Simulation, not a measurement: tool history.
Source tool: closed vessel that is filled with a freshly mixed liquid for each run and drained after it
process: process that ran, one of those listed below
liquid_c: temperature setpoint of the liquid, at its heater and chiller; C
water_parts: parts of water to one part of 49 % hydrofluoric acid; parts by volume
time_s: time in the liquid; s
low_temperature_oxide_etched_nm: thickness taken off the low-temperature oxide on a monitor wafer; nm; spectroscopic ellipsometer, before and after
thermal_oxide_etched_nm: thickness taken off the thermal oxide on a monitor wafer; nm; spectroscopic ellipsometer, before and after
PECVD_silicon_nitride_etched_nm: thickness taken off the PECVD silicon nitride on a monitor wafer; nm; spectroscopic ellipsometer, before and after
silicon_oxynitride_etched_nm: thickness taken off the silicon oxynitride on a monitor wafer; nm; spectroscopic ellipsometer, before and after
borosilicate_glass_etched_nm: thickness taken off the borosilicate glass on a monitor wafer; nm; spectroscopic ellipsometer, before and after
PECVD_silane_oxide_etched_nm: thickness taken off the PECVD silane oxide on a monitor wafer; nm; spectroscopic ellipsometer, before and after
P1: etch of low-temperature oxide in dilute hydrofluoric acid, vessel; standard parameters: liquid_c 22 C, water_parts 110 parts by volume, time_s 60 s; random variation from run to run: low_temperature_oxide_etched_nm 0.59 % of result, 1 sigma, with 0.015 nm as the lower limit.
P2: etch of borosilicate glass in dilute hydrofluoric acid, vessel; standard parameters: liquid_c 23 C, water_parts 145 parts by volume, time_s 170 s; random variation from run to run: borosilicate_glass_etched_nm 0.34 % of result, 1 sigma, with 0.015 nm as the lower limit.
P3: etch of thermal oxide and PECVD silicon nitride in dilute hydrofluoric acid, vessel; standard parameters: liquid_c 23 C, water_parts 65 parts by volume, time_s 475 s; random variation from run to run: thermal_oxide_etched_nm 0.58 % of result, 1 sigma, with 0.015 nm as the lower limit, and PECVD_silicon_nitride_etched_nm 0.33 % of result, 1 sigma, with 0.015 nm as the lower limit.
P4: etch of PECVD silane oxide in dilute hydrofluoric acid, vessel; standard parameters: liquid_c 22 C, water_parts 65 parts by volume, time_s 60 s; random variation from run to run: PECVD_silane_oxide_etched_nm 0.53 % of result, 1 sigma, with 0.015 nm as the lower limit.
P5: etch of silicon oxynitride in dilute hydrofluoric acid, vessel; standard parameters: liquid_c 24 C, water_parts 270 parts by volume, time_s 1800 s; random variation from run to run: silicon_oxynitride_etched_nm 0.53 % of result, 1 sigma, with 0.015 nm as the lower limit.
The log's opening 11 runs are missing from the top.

run	hour	process	liquid_c	water_parts	time_s	hours since the thermometer was replaced	hours since the hydrofluoric acid flow meter was replaced	low_temperature_oxide_etched_nm	thermal_oxide_etched_nm	PECVD_silicon_nitride_etched_nm	silicon_oxynitride_etched_nm	borosilicate_glass_etched_nm	PECVD_silane_oxide_etched_nm
12	34	P2	23	145	295	300.2	907.4					60.401	
13	38	P1	22	110	115	304.2	911.4	10.087					
14	41.7	P5	19	270	1800	307.9	915.1				9.0696		
15	45.3	P2	23	70	170	311.5	918.7					79.015	
16	47.4	P4	22	65	60	313.6	920.8						13.311
17	50.4	P5	24	270	1800	316.6	923.8				11.397		
18	53.6	P2	23	145	170	319.8	927					34.754	
19	56	P1	22	110	60	322.2	929.4	5.3656					
20	58.2	P1	22	110	60	324.4	931.6	5.3054					
21	61.1	P4	22	65	30	327.3	934.5						6.6921
22	63.3	P4	22	105	60	329.5	936.7						7.8802
23	65.9	P3	17	65	475	332.1	939.3		27.679	15.009			

Run 24 comes next. What will it give?
24	69.6	P1	17	110	60	335.8	943	?					

{"run 24": {"low_temperature_oxide_etched_nm": 4.3787}}

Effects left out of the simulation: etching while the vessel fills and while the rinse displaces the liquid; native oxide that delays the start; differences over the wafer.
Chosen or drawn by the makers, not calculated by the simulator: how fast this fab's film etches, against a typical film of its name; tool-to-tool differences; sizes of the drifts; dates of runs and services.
